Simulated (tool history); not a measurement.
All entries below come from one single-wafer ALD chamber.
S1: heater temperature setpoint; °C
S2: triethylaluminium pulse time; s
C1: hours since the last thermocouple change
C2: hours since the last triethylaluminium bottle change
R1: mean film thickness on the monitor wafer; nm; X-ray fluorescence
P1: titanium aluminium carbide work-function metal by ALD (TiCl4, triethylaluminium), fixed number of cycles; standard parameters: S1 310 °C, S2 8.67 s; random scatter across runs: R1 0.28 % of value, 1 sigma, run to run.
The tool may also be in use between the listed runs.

Run 1, hour 7.0: S1 310 °C, S2 8.67 s; C1 451.9; C2 578.7. Result: R1 2.0729 nm.
Run 2, hour 13.7: S1 310 °C, S2 4.98 s; C1 458.6; C2 585.4. Result: R1 1.8007 nm.
Run 3, hour 21.2: S1 335 °C, S2 8.67 s; C1 466.1; C2 592.9. Result: R1 2.3011 nm.
Run 4, hour 31.5: S1 310 °C, S2 8.67 s; C1 476.4; C2 603.2. Result: R1 2.0841 nm.
Run 5, hour 40.3: S1 292 °C, S2 11.90 s; C1 485.2; C2 612.0. Result: R1 1.9908 nm.
Run 6, hour 49.2: S1 292 °C, S2 12.09 s; C1 494.1; C2 620.9. Result: R1 2.0010 nm.
At hour 59.4: thermocouple changed; heater temperature recalibrated.
Run 7, hour 61.2: S1 310 °C, S2 8.67 s; C1 1.8; C2 632.9. Result: R1 2.0792 nm.
Run 8, hour 72.0: S1 286 °C, S2 8.67 s; C1 12.6; C2 643.7. Result: R1 1.8768 nm.
Run 9, hour 85.9: S1 310 °C, S2 8.67 s; C1 26.5; C2 657.6. Result: R1 2.0815 nm.
Run 10, hour 96.0: S1 310 °C, S2 8.67 s; C1 36.6; C2 667.7. Result: R1 2.0776 nm.
Run 11, hour 102.8: S1 310 °C, S2 8.67 s; C1 43.4; C2 674.5. Result: R1 2.0731 nm.
Run 12, hour 110.0: S1 310 °C, S2 8.67 s; C1 50.6; C2 681.7. Result: R1 2.0815 nm.
Run 13, hour 120.0: S1 310 °C, S2 13.52 s; C1 60.6; C2 691.7. Result: R1 2.1867 nm.
Run 14, hour 132.4: S1 330 °C, S2 3.42 s; C1 73.0; C2 704.1. Result: R1 1.6406 nm.
Run 15, hour 140.6: S1 310 °C, S2 8.67 s; C1 81.2; C2 712.3. Result: R1 2.0850 nm.
Run 16, hour 149.2: S1 310 °C, S2 8.67 s; C1 89.8; C2 720.9. Result: R1 2.0694 nm.
Run 17, hour 163.8: S1 310 °C, S2 8.67 s; C1 104.4; C2 735.5. Result: R1 2.0620 nm.
Run 18, hour 177.3: S1 310 °C, S2 8.67 s; C1 117.9; C2 749.0. Result: R1 2.0562 nm.

Estimate the outcome of run 19 from the log above:
Run 19, hour 186.8: S1 310 °C, S2 8.67 s; C1 127.4; C2 758.5. Result: R1 ?.

R1: 2.0460 nm
